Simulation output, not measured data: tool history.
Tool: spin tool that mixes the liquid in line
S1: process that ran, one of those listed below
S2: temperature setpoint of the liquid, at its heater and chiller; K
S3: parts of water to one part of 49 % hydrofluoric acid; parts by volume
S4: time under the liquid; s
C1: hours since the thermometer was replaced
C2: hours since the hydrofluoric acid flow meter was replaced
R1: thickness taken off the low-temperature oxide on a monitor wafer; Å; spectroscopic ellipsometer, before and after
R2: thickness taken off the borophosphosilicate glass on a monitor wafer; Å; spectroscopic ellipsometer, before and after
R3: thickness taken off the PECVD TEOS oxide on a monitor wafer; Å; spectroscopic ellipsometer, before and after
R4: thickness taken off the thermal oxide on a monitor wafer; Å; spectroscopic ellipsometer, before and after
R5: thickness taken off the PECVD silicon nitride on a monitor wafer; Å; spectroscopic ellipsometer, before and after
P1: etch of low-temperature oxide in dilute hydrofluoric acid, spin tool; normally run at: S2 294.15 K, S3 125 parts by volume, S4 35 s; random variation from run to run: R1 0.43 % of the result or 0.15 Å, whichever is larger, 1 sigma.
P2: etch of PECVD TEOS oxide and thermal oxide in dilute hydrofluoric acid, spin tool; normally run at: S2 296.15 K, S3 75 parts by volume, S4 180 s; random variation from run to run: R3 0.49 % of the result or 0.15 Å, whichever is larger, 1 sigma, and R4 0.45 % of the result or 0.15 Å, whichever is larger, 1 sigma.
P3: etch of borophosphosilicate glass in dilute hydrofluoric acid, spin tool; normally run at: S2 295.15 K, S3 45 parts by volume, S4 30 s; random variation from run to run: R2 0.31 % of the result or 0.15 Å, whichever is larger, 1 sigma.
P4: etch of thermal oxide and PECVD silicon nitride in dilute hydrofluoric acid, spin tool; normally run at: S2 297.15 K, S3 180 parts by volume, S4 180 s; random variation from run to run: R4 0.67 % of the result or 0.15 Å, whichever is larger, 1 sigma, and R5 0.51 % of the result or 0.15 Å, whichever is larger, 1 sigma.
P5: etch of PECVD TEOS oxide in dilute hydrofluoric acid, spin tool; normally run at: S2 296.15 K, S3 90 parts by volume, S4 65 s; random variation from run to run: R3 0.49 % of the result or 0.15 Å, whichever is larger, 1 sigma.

run,day,S1,S2,S3,S4,C1,C2,R1,R2,R3,R4,R5
1,0.442,P1,294.15,125,35,209.3,308.0,54.345,,,,
2,0.925,P1,294.15,30,35,220.9,319.6,253.420,,,,
3,1.325,P3,295.15,45,30,230.5,329.2,,214.31,,,
4,1.742,P1,294.15,125,35,240.5,339.2,54.566,,,,
5,2.167,P3,295.15,45,30,250.7,349.4,,215.74,,,
6,2.408,P1,294.15,125,35,256.5,355.2,54.584,,,,
7,2.758,P2,296.15,35,180,264.9,363.6,,,728.150,251.290,
8,3.012,P4,293.15,180,180,271.0,369.7,,,,36.860,37.334
9,3.396,P4,297.15,180,180,280.2,378.9,,,,43.582,48.850
10,3.875,P3,291.65,45,30,291.7,390.4,,185.80,,,
11,4.229,P2,296.15,75,360,300.2,398.9,,,639.870,221.790,
12,4.696,P1,294.15,125,35,311.4,410.1,54.179,,,,
13,5.079,P2,296.15,75,180,320.6,419.3,,,317.070,110.750,
14,5.550,P1,294.15,215,35,331.9,430.6,28.821,,,,
15,5.888,P3,295.15,80,30,340.0,438.7,,115.97,,,
16,6.367,P4,297.15,95,180,351.5,450.2,,,,90.737,91.758
17,6.779,P1,294.15,125,35,361.4,460.1,53.846,,,,
18,7.100,P4,297.15,180,180,369.1,467.8,,,,43.242,48.734
19,7.525,P3,295.15,45,50,379.3,478.0,,360.59,,,
20,7.917,P1,290.15,125,35,388.7,487.4,46.354,,,,
21,8.417,P2,301.65,75,180,400.7,499.4,,,400.170,137.900,
22,8.704,P5,296.15,90,65,407.6,506.3,,,98.111,,
23,8.942,P1,294.15,55,15,413.3,512.0,57.098,,,,
24,9.312,P1,294.15,125,15,422.2,520.9,23.024,,,,
25,9.742,P1,300.15,125,15,432.5,531.2,29.378,,,,
26,10.142,P5,296.15,90,65,442.1,540.8,,,99.002,,
27,10.650,P1,294.15,125,70,454.3,553.0,108.190,,,,
28,11.142,P1,300.65,125,35,466.1,564.8,69.968,,,,
29,11.517,P5,296.15,165,65,475.1,573.8,,,49.879,,
30,11.967,P5,304.65,90,65,485.9,584.6,,,137.460,,
31,12.483,P1,294.15,185,60,498.3,597.0,59.292,,,,
32,12.917,P5,296.15,90,15,508.7,607.4,,,22.855,,
33,13.442,P1,294.15,125,35,521.3,620.0,54.222,,,,
34,13.942,P1,294.15,125,35,533.3,632.0,54.486,,,,
35,14.392,P4,297.15,180,355,544.1,642.8,,,,83.962,95.872
36,14.733,P1,294.15,125,35,552.3,651.0,53.972,,,,
37,15.167,P1,294.15,125,35,562.7,661.4,52.677,,,,
38,15.633,P1,294.15,125,35,573.9,672.6,51.276,,,,
39,16.038,P1,294.15,125,35,583.6,682.3,50.817,,,,
40,16.288,P1,294.15,125,35,589.6,688.3,50.274,,,,
41,16.604,P1,294.15,125,35,597.2,695.9,50.315,,,,
42,16.962,P1,294.15,125,35,605.8,704.5,49.720,,,,
43,17.371,P1,294.15,125,35,615.6,714.3,49.542,,,,
44,17.771,P1,294.15,125,35,625.2,723.9,49.892,,,,

What P1 gives has crept away from where it was. These 2 causes fit the log equally well, each at the size given:
A: hydrofluoric acid flow below the setpoint (%) = 7.18
B: liquid colder than its thermometer reads (K) = 2.11
The creep began at about day 14.733.

4 check runs are offered, one wafer each, their results left as question marks. Which one tells the causes apart?
check 1,18.171,P3,295.15,75,45,,,,?,,,
check 2,18.171,P2,296.15,35,180,,,,,?,?,
check 3,18.171,P4,293.15,180,345,,,,,,?,?
check 4,18.171,P5,296.15,120,65,,,,,?,,

What each check would give under each cause:
check,result,if A,if B
check 1,R2,171.99,170.99
check 2,R3,670.030,662.590
check 2,R4,231.890,229.320
check 3,R4,65.200,65.526
check 3,R5,66.968,62.543
check 4,R3,65.627,65.706
How far apart the two closest causes lie, in the result that separates them most: check 1 0.59 %; check 2 1.12 %; check 3 6.84 %; check 4 0.12 %
Only check 3 tells the causes apart: in the others they would give nearly the same result.

Check 3 was then run and gave: R4 65.138 Å; R5 62.360 Å. Which cause is it?

It is B: liquid colder than its thermometer reads (K).
